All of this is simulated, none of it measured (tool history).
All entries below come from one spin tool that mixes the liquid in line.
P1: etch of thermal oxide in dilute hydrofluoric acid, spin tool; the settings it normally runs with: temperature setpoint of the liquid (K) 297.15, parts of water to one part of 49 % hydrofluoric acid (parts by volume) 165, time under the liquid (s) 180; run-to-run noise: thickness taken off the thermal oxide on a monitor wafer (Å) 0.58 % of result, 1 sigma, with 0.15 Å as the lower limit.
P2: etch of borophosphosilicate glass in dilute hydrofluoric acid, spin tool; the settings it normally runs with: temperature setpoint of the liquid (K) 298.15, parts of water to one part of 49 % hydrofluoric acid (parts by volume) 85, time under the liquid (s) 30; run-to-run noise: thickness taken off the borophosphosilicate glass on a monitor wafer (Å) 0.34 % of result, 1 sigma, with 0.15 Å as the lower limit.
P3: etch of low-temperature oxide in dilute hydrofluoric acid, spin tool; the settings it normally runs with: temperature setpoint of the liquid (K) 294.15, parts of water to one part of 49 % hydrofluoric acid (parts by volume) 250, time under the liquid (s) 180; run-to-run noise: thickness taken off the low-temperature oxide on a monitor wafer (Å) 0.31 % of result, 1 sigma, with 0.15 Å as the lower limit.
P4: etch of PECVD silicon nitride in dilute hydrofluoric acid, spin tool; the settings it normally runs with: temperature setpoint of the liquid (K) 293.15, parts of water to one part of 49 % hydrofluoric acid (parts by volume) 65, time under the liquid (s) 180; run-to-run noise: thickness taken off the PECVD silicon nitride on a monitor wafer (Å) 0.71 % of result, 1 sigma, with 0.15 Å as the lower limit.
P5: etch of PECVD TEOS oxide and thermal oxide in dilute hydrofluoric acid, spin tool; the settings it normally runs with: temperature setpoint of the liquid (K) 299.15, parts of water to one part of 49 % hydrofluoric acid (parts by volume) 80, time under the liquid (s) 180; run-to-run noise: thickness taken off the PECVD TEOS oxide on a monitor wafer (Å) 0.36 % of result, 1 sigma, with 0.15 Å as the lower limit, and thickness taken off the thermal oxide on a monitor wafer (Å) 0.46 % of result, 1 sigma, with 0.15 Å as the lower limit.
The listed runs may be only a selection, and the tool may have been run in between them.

| run | hour | process that ran | temperature setpoint of the liquid (K) | parts of water to one part of 49 % hydrofluoric acid (parts by volume) | time under the liquid (s) | hours since the thermometer was replaced | hours since the hydrofluoric acid flow meter was replaced | thickness taken off the thermal oxide on a monitor wafer (Å) | thickness taken off the PECVD silicon nitride on a monitor wafer (Å) | thickness taken off the low-temperature oxide on a monitor wafer (Å) | thickness taken off the PECVD TEOS oxide on a monitor wafer (Å) | thickness taken off the borophosphosilicate glass on a monitor wafer (Å) |
|---|---|---|---|---|---|---|---|---|---|---|---|---|
| 1 | 7.2 | P1 | 297.15 | 165 | 180 | 480.4 | 391.4 | 45.373 |  |  |  |  |
| 2 | 14.3 | P1 | 297.15 | 165 | 180 | 487.5 | 398.5 | 45.97 |  |  |  |  |
| 3 | 23.7 | P4 | 293.15 | 20 | 180 | 496.9 | 407.9 |  | 112.93 |  |  |  |
| 4 | 31.4 | P3 | 294.15 | 250 | 15 | 504.6 | 415.6 |  |  | 11.036 |  |  |
| 5 | 40.5 | P5 | 299.15 | 30 | 180 | 513.7 | 424.7 | 337.66 |  |  | 976.62 |  |
| 6 | 45.3 | P4 | 293.15 | 65 | 180 | 518.5 | 429.5 |  | 36.661 |  |  |  |
| 7 | 55.2 | P5 | 299.15 | 80 | 315 | 528.4 | 439.4 | 208.78 |  |  | 600.85 |  |
| 8 | 60.4 | P1 | 297.15 | 165 | 15 | 533.6 | 444.6 | 3.8834 |  |  |  |  |
|  | 65.8 | hydrofluoric acid flow meter replaced |
| 9 | 68 | P1 | 304.15 | 165 | 180 | 541.2 | 2.2 | 59.941 |  |  |  |  |
| 10 | 73.5 | P4 | 293.15 | 65 | 290 | 546.7 | 7.7 |  | 57.951 |  |  |  |
| 11 | 81.9 | P2 | 298.15 | 85 | 30 | 555.1 | 16.1 |  |  |  |  | 204.32 |
| 12 | 89.6 | P3 | 294.15 | 390 | 180 | 562.8 | 23.8 |  |  | 72.825 |  |  |
| 13 | 94.2 | P1 | 291.15 | 165 | 180 | 567.4 | 28.4 | 36.348 |  |  |  |  |
| 14 | 98.5 | P5 | 299.15 | 80 | 180 | 571.7 | 32.7 | 118.06 |  |  | 341.6 |  |
| 15 | 103.7 | P2 | 298.15 | 40 | 30 | 576.9 | 37.9 |  |  |  |  | 461.99 |
| 16 | 109.6 | P3 | 299.15 | 250 | 180 | 582.8 | 43.8 |  |  | 155.06 |  |  |
| 17 | 116.8 | P1 | 297.15 | 235 | 180 | 590 | 51 | 30.081 |  |  |  |  |
| 18 | 125.7 | P2 | 292.65 | 85 | 30 | 598.9 | 59.9 |  |  |  |  | 163.76 |
| 19 | 133.2 | P1 | 297.15 | 30 | 180 | 606.4 | 67.4 | 297.58 |  |  |  |  |
| 20 | 142.1 | P2 | 298.15 | 85 | 50 | 615.3 | 76.3 |  |  |  |  | 340.3 |
| 21 | 149.7 | P5 | 305.65 | 80 | 180 | 622.9 | 83.9 | 152.94 |  |  | 438.04 |  |
| 22 | 156.3 | P1 | 297.15 | 165 | 180 | 629.5 | 90.5 | 46.044 |  |  |  |  |
| 23 | 161.8 | P3 | 294.15 | 250 | 180 | 635 | 96 |  |  | 129.78 |  |  |
| 24 | 167.1 | P1 | 290.65 | 225 | 180 | 640.3 | 101.3 | 24.893 |  |  |  |  |
| 25 | 175.6 | P5 | 299.15 | 80 | 180 | 648.8 | 109.8 | 118.52 |  |  | 342.41 |  |
| 26 | 184.3 | P4 | 290.15 | 65 | 180 | 657.5 | 118.5 |  | 29.616 |  |  |  |
| 27 | 190.5 | P1 | 297.15 | 165 | 365 | 663.7 | 124.7 | 93.2 |  |  |  |  |
| 28 | 194.8 | P1 | 297.15 | 165 | 180 | 668 | 129 | 46.283 |  |  |  |  |
| 29 | 204.6 | P1 | 297.15 | 105 | 270 | 677.8 | 138.8 | 115.5 |  |  |  |  |
| 30 | 212 | P1 | 297.15 | 165 | 180 | 685.2 | 146.2 | 46.023 |  |  |  |  |
| 31 | 217.7 | P1 | 297.15 | 165 | 180 | 690.9 | 151.9 | 46.223 |  |  |  |  |
| 32 | 227.5 | P1 | 297.15 | 165 | 180 | 700.7 | 161.7 | 46.314 |  |  |  |  |
| 33 | 236.7 | P1 | 297.15 | 165 | 180 | 709.9 | 170.9 | 47.854 |  |  |  |  |
| 34 | 246.2 | P1 | 297.15 | 165 | 180 | 719.4 | 180.4 | 48.191 |  |  |  |  |
| 35 | 252.7 | P1 | 297.15 | 165 | 180 | 725.9 | 186.9 | 49.227 |  |  |  |  |
| 36 | 260.1 | P1 | 297.15 | 165 | 180 | 733.3 | 194.3 | 49.149 |  |  |  |  |
| 37 | 265.9 | P1 | 297.15 | 165 | 180 | 739.1 | 200.1 | 49.481 |  |  |  |  |
| 38 | 271.8 | P1 | 297.15 | 165 | 180 | 745 | 206 | 49.467 |  |  |  |  |
| 39 | 278.2 | P1 | 297.15 | 165 | 180 | 751.4 | 212.4 | 48.943 |  |  |  |  |

What P1 gives has crept off from where it sat before. The 2 causes that follow fit the log equally well, each at the size noted:
A: liquid hotter than its thermometer reads (K) = 1.77
B: hydrofluoric acid flow above the setpoint (%) = 5.77
The process output started creeping at around hour 227.5.

4 check runs are offered, one wafer each, their results left as question marks. Which one tells the causes apart?
| check 1 | 284.6 | P5 | 299.15 | 80 | 180 |  |  | ? |  |  | ? |  |
| check 2 | 284.6 | P2 | 298.15 | 85 | 30 |  |  |  |  |  |  | ? |
| check 3 | 284.6 | P3 | 294.15 | 250 | 180 |  |  |  |  | ? |  |  |
| check 4 | 284.6 | P4 | 293.15 | 65 | 180 |  |  |  | ? |  |  |  |

How each check would come out, cause by cause:
| check | result | if A | if B |
|---|---|---|---|
| check 1 | thickness taken off the thermal oxide on a monitor wafer (Å) | 127.04 | 126.09 |
| check 1 | thickness taken off the PECVD TEOS oxide on a monitor wafer (Å) | 367.59 | 364.82 |
| check 2 | thickness taken off the borophosphosilicate glass on a monitor wafer (Å) | 219.57 | 217.9 |
| check 3 | thickness taken off the low-temperature oxide on a monitor wafer (Å) | 137.96 | 138.55 |
| check 4 | thickness taken off the PECVD silicon nitride on a monitor wafer (Å) | 40.985 | 38.343 |
Per-check spread between the two closest causes, in the result where they differ most: check 1 0.76 %; check 2 0.76 %; check 3 0.42 %; check 4 6.66 %
The causes can be told apart only by check 4. The other checks would give nearly the same results under each of them.

After running check 4, the following was obtained: thickness taken off the PECVD silicon nitride on a monitor wafer (Å) 41.078. Which cause does this point to?

A is the cause: liquid hotter than its thermometer reads (K).
